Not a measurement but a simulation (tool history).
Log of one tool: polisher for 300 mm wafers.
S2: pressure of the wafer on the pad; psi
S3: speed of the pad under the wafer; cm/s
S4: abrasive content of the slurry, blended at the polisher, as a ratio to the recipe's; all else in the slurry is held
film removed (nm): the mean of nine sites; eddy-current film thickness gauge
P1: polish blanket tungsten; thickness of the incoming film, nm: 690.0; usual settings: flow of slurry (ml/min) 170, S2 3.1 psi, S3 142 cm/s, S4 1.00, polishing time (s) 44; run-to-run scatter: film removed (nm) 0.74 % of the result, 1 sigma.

Run 1, hour 7.2: flow of slurry (ml/min) 170, S2 3.1 psi, S3 142 cm/s, S4 1.00, polishing time (s) 44. Result: film removed (nm) 243.90.
Run 2, hour 14.4: flow of slurry (ml/min) 170, S2 3.1 psi, S3 142 cm/s, S4 1.00, polishing time (s) 44. Result: film removed (nm) 244.56.
Run 3, hour 30.3: flow of slurry (ml/min) 170, S2 3.1 psi, S3 142 cm/s, S4 1.00, polishing time (s) 44. Result: film removed (nm) 240.98.
Run 4, hour 40.0: flow of slurry (ml/min) 170, S2 3.1 psi, S3 142 cm/s, S4 1.40, polishing time (s) 44. Result: film removed (nm) 264.11.
Run 5, hour 54.5: flow of slurry (ml/min) 170, S2 3.1 psi, S3 142 cm/s, S4 1.00, polishing time (s) 44. Result: film removed (nm) 241.81.
At hour 56.1: slurry tank refilled with fresh slurry and peroxide.
Run 6, hour 67.3: flow of slurry (ml/min) 170, S2 3.1 psi, S3 142 cm/s, S4 0.75, polishing time (s) 44. Result: film removed (nm) 227.39.
Run 7, hour 79.0: flow of slurry (ml/min) 270, S2 3.1 psi, S3 142 cm/s, S4 1.00, polishing time (s) 44. Result: film removed (nm) 254.34.
Run 8, hour 94.0: flow of slurry (ml/min) 170, S2 3.1 psi, S3 222 cm/s, S4 1.00, polishing time (s) 44. Result: film removed (nm) 380.68.
Run 9, hour 110.2: flow of slurry (ml/min) 110, S2 4.5 psi, S3 142 cm/s, S4 1.00, polishing time (s) 44. Result: film removed (nm) 328.11.
Run 10, hour 117.9: flow of slurry (ml/min) 170, S2 4.3 psi, S3 142 cm/s, S4 1.00, polishing time (s) 44. Result: film removed (nm) 332.17.
Run 11, hour 133.9: flow of slurry (ml/min) 170, S2 3.1 psi, S3 142 cm/s, S4 1.00, polishing time (s) 57. Result: film removed (nm) 314.95.
At hour 143.2: slurry blender recalibrated.
Run 12, hour 150.6: flow of slurry (ml/min) 170, S2 3.1 psi, S3 100 cm/s, S4 1.00, polishing time (s) 44. Result: film removed (nm) 170.14.
Run 13, hour 165.8: flow of slurry (ml/min) 170, S2 3.1 psi, S3 142 cm/s, S4 1.00, polishing time (s) 44. Result: film removed (nm) 240.89.
Run 14, hour 176.9: flow of slurry (ml/min) 170, S2 3.1 psi, S3 142 cm/s, S4 1.00, polishing time (s) 33. Result: film removed (nm) 183.38.
Run 15, hour 186.8: flow of slurry (ml/min) 100, S2 3.1 psi, S3 142 cm/s, S4 1.00, polishing time (s) 44. Result: film removed (nm) 219.77.
Run 16, hour 196.4: flow of slurry (ml/min) 170, S2 1.9 psi, S3 142 cm/s, S4 1.00, polishing time (s) 44. Result: film removed (nm) 151.04.
Run 17, hour 204.4: flow of slurry (ml/min) 170, S2 3.1 psi, S3 142 cm/s, S4 1.00, polishing time (s) 44. Result: film removed (nm) 242.19.
Run 18, hour 217.7: flow of slurry (ml/min) 170, S2 3.1 psi, S3 142 cm/s, S4 1.00, polishing time (s) 44. Result: film removed (nm) 234.93.
Run 19, hour 226.9: flow of slurry (ml/min) 170, S2 3.1 psi, S3 142 cm/s, S4 1.00, polishing time (s) 44. Result: film removed (nm) 230.59.
Run 20, hour 243.3: flow of slurry (ml/min) 170, S2 3.1 psi, S3 142 cm/s, S4 1.00, polishing time (s) 44. Result: film removed (nm) 229.90.
At hour 248.6: slurry tank refilled with fresh slurry and peroxide.
At hour 254.2: worn pad replaced by a new one.
Run 21, hour 258.0: flow of slurry (ml/min) 170, S2 3.1 psi, S3 142 cm/s, S4 1.00, polishing time (s) 44. Result: film removed (nm) 226.88.
At hour 259.7: slurry blender recalibrated.
Run 22, hour 270.5: flow of slurry (ml/min) 170, S2 3.1 psi, S3 142 cm/s, S4 1.00, polishing time (s) 44. Result: film removed (nm) 224.40.
Run 23, hour 280.3: flow of slurry (ml/min) 170, S2 3.1 psi, S3 142 cm/s, S4 1.00, polishing time (s) 44. Result: film removed (nm) 224.59.

What P1 gives has crept away from where it was. These 2 causes fit the log equally well, each at the size given:
A: head's pressure below its setpoint, % = 6.85
B: slurry flow missing at the pad, % = 32
The creep began at about hour 204.4.
Why every other cause is out:
removal rate lost through wear of the pad, %: serviced at hour 254.2, which brought nothing back
abrasive missing from the slurry, %: serviced at hour 259.7, which brought nothing back
peroxide lost from the slurry, %: serviced at hour 248.6, which brought nothing back

4 check runs are offered, each on 2 wafers whose results are averaged, their results left as question marks. Which one tells the causes apart?
Run check 1, hour 290.1: flow of slurry (ml/min) 170, S2 3.1 psi, S3 142 cm/s, S4 1.25, polishing time (s) 44. Result: film removed (nm) ?.
Run check 2, hour 290.1: flow of slurry (ml/min) 170, S2 3.1 psi, S3 172 cm/s, S4 1.00, polishing time (s) 44. Result: film removed (nm) ?.
Run check 3, hour 290.1: flow of slurry (ml/min) 170, S2 3.1 psi, S3 192 cm/s, S4 1.00, polishing time (s) 44. Result: film removed (nm) ?.
Run check 4, hour 290.1: flow of slurry (ml/min) 100, S2 3.1 psi, S3 142 cm/s, S4 0.75, polishing time (s) 44. Result: film removed (nm) ?.

What each check would give under each cause:
  check             result    if A    if B
check 1  film removed (nm)  238.03  238.07
check 2  film removed (nm)  273.35  273.39
check 3  film removed (nm)  305.13  305.18
check 4  film removed (nm)  190.09  182.19
How far apart the two closest causes lie, in the result that separates them most: check 1 0.01 %; check 2 0.01 %; check 3 0.01 %; check 4 4.24 %
Only check 4 tells the causes apart: in the others they would give nearly the same result.

Then check 4 was run and gave: film removed (nm) 182.26. Which cause is it?

It is B: slurry flow missing at the pad, %.
